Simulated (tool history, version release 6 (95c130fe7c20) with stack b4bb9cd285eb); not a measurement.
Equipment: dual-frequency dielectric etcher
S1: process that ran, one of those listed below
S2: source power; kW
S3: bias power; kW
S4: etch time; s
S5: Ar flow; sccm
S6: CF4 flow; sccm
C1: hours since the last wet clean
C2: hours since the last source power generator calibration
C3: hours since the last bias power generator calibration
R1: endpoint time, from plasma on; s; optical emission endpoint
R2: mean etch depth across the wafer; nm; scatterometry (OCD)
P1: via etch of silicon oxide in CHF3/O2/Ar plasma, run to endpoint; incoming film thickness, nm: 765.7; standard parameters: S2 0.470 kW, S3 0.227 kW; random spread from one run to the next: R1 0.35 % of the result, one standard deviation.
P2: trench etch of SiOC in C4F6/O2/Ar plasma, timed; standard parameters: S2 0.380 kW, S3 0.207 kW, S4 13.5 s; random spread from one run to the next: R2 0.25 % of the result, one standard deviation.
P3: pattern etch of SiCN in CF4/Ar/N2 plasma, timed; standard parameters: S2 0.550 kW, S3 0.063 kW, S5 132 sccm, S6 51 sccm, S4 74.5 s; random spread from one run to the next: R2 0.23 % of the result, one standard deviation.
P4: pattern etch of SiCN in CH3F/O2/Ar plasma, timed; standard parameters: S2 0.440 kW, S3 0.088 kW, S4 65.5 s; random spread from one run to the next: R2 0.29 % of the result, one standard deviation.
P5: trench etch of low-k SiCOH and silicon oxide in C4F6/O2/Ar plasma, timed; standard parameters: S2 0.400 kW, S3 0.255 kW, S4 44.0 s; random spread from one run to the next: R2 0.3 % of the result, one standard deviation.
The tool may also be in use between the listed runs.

{"run": 1, "hour": 11.5, "S1": "P1", "S2": 0.47, "S3": 0.227, "C1": 164.1, "C2": 1757.8, "C3": 3481.7, "R1": 389.59}
{"run": 2, "hour": 21.1, "S1": "P5", "S2": 0.4, "S3": 0.255, "S4": 28.0, "C1": 173.7, "C2": 1767.4, "C3": 3491.3, "R2": 102.8}
{"run": 3, "hour": 28.0, "S1": "P3", "S2": 0.55, "S3": 0.063, "S4": 74.5, "S5": 132, "S6": 51, "C1": 180.6, "C2": 1774.3, "C3": 3498.2, "R2": 66.081}
{"run": 4, "hour": 37.5, "S1": "P2", "S2": 0.38, "S3": 0.207, "S4": 13.5, "C1": 190.1, "C2": 1783.8, "C3": 3507.7, "R2": 28.543}
{"run": 5, "hour": 50.4, "S1": "P5", "S2": 0.4, "S3": 0.255, "S4": 44.0, "C1": 203.0, "C2": 1796.7, "C3": 3520.6, "R2": 161.22}
{"run": 6, "hour": 62.9, "S1": "P3", "S2": 0.55, "S3": 0.063, "S4": 74.5, "S5": 89, "S6": 51, "C1": 215.5, "C2": 1809.2, "C3": 3533.1, "R2": 70.838}
{"run": 7, "hour": 73.4, "S1": "P4", "S2": 0.44, "S3": 0.052, "S4": 65.5, "C1": 226.0, "C2": 1819.7, "C3": 3543.6, "R2": 22.908}
{"run": 8, "hour": 86.1, "S1": "P5", "S2": 0.4, "S3": 0.203, "S4": 44.0, "C1": 238.7, "C2": 1832.4, "C3": 3556.3, "R2": 150.39}
{"run": 9, "hour": 98.1, "S1": "P3", "S2": 0.55, "S3": 0.063, "S4": 74.5, "S5": 132, "S6": 66, "C1": 250.7, "C2": 1844.4, "C3": 3568.3, "R2": 69.131}
{"run": 10, "hour": 105.1, "S1": "P1", "S2": 0.31, "S3": 0.227, "C1": 257.7, "C2": 1851.4, "C3": 3575.3, "R1": 454.39}
{"run": 11, "hour": 111.5, "S1": "P3", "S2": 0.55, "S3": 0.063, "S4": 56.5, "S5": 132, "S6": 51, "C1": 264.1, "C2": 1857.8, "C3": 3581.7, "R2": 50.367}
{"run": 12, "hour": 121.3, "S1": "P5", "S2": 0.26, "S3": 0.255, "S4": 44.0, "C1": 273.9, "C2": 1867.6, "C3": 3591.5, "R2": 137.36}
{"run": 13, "hour": 135.2, "S1": "P1", "S2": 0.37, "S3": 0.148, "C1": 287.8, "C2": 1881.5, "C3": 3605.4, "R1": 493.67}
{"run": 14, "hour": 142.7, "S1": "P3", "S2": 0.37, "S3": 0.063, "S4": 74.5, "S5": 132, "S6": 51, "C1": 295.3, "C2": 1889.0, "C3": 3612.9, "R2": 47.059}
{"run": 15, "hour": 156.4, "S1": "P4", "S2": 0.26, "S3": 0.088, "S4": 65.5, "C1": 309.0, "C2": 1902.7, "C3": 3626.6, "R2": 22.696}
{"run": 16, "hour": 167.1, "S1": "P4", "S2": 0.44, "S3": 0.088, "S4": 49.5, "C1": 319.7, "C2": 1913.4, "C3": 3637.3, "R2": 20.753}
{"run": 17, "hour": 180.0, "S1": "P1", "S2": 0.47, "S3": 0.308, "C1": 332.6, "C2": 1926.3, "C3": 3650.2, "R1": 347.75}
{"run": 18, "hour": 190.2, "S1": "P2", "S2": 0.38, "S3": 0.207, "S4": 7.5, "C1": 342.8, "C2": 1936.5, "C3": 3660.4, "R2": 15.986}
{"run": 19, "hour": 199.6, "S1": "P2", "S2": 0.38, "S3": 0.207, "S4": 13.5, "C1": 352.2, "C2": 1945.9, "C3": 3669.8, "R2": 28.67}
{"run": 20, "hour": 209.7, "S1": "P3", "S2": 0.55, "S3": 0.037, "S4": 74.5, "S5": 132, "S6": 51, "C1": 362.3, "C2": 1956.0, "C3": 3679.9, "R2": 55.0}
{"run": 21, "hour": 221.1, "S1": "P1", "S2": 0.61, "S3": 0.227, "C1": 373.7, "C2": 1967.4, "C3": 3691.3, "R1": 353.67}
{"run": 22, "hour": 234.1, "S1": "P1", "S2": 0.47, "S3": 0.227, "C1": 386.7, "C2": 1980.4, "C3": 3704.3, "R1": 388.75}
{"run": 23, "hour": 243.6, "S1": "P2", "S2": 0.22, "S3": 0.207, "S4": 13.5, "C1": 396.2, "C2": 1989.9, "C3": 3713.8, "R2": 23.264}
{"run": 24, "hour": 257.2, "S1": "P1", "S2": 0.47, "S3": 0.227, "C1": 409.8, "C2": 2003.5, "C3": 3727.4, "R1": 389.24}
{"run": 25, "hour": 267.6, "S1": "P3", "S2": 0.55, "S3": 0.063, "S4": 74.5, "S5": 132, "S6": 51, "C1": 420.2, "C2": 2013.9, "C3": 3737.8, "R2": 66.233}
{"run": 26, "hour": 281.7, "S1": "P1", "S2": 0.47, "S3": 0.154, "C1": 434.3, "C2": 2028.0, "C3": 3751.9, "R1": 446.63}
{"run": 27, "hour": 291.2, "S1": "P4", "S2": 0.44, "S3": 0.088, "S4": 65.5, "C1": 443.8, "C2": 2037.5, "C3": 3761.4, "R2": 27.675}

Run 28 is up next; what results do you expect?
{"run": 28, "hour": 300.7, "S1": "P2", "S2": 0.38, "S3": 0.291, "S4": 13.5, "C1": 453.3, "C2": 2047.0, "C3": 3770.9, "R2": "?"}

Run 28 yielded R2 32.251 nm.
